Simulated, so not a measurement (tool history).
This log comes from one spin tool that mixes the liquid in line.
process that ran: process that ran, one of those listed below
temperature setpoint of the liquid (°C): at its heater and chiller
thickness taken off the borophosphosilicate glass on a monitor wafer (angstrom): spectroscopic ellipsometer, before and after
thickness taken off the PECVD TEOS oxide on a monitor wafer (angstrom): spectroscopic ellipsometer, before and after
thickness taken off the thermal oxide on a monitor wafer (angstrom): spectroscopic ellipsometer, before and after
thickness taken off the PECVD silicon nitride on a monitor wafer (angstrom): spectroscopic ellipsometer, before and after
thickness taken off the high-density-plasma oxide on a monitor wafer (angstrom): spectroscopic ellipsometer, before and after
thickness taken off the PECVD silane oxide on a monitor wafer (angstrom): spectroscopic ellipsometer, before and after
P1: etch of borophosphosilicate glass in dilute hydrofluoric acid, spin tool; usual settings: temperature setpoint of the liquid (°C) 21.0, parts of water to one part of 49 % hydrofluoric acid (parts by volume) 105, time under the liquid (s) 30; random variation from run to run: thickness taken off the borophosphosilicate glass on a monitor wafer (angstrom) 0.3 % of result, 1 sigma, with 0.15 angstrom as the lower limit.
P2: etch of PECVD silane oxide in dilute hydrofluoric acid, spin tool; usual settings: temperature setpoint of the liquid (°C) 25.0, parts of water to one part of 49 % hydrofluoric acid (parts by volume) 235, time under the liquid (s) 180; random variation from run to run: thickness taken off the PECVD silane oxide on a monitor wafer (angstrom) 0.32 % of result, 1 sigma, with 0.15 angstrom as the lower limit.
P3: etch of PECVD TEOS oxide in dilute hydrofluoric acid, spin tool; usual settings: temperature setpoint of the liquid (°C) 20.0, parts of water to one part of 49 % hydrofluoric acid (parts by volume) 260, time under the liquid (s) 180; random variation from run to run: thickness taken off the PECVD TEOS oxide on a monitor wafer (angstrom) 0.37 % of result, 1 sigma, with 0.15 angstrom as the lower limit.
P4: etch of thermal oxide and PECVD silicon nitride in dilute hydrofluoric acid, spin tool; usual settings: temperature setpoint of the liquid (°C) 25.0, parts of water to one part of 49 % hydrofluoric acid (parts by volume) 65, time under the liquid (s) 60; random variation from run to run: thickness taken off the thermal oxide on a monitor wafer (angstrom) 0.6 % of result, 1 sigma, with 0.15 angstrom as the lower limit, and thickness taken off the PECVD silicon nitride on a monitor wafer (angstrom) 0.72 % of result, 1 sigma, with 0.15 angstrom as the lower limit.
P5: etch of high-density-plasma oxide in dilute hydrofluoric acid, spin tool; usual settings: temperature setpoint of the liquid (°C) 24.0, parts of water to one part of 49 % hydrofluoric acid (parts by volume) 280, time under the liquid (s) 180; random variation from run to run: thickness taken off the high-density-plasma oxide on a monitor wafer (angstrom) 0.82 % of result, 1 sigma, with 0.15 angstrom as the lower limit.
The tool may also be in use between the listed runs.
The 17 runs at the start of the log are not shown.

run,day,process that ran,temperature setpoint of the liquid (°C),parts of water to one part of 49 % hydrofluoric acid (parts by volume),time under the liquid (s),hours since the thermometer was replaced,hours since the hydrofluoric acid flow meter was replaced,thickness taken off the borophosphosilicate glass on a monitor wafer (angstrom),thickness taken off the PECVD TEOS oxide on a monitor wafer (angstrom),thickness taken off the thermal oxide on a monitor wafer (angstrom),thickness taken off the PECVD silicon nitride on a monitor wafer (angstrom),thickness taken off the high-density-plasma oxide on a monitor wafer (angstrom),thickness taken off the PECVD silane oxide on a monitor wafer (angstrom)
18,3.942,P5,24.0,100,180,878.4,1129.3,,,,,93.0650,
19,4.242,P1,21.0,60,30,885.6,1136.5,245.620,,,,,
20,4.375,P2,25.0,55,180,888.8,1139.7,,,,,,547.86
21,4.629,P1,21.0,105,30,894.9,1145.8,132.600,,,,,
22,4.804,P5,24.0,280,180,899.1,1150.0,,,,,27.6690,
23,5.075,P3,20.0,260,180,905.6,1156.5,,69.376,,,,
24,5.358,P2,25.0,235,360,912.4,1163.3,,,,,,205.55
25,5.554,P1,21.0,105,30,917.1,1168.0,133.050,,,,,
26,5.746,P2,32.0,235,180,921.7,1172.6,,,,,,130.95
27,6.033,P4,18.0,65,60,928.6,1179.5,,,33.005,24.1690,,
28,6.221,P4,25.0,65,60,933.1,1184.0,,,43.871,39.4030,,
29,6.538,P1,21.0,105,30,940.7,1191.6,133.530,,,,,
30,6.758,P2,25.0,235,180,946.0,1196.9,,,,,,102.46

Forecast run 31:
31,6.925,P1,25.5,105,15,950.0,1200.9,?,,,,,

Run 31 came out at thickness taken off the borophosphosilicate glass on a monitor wafer (angstrom) 79.802.

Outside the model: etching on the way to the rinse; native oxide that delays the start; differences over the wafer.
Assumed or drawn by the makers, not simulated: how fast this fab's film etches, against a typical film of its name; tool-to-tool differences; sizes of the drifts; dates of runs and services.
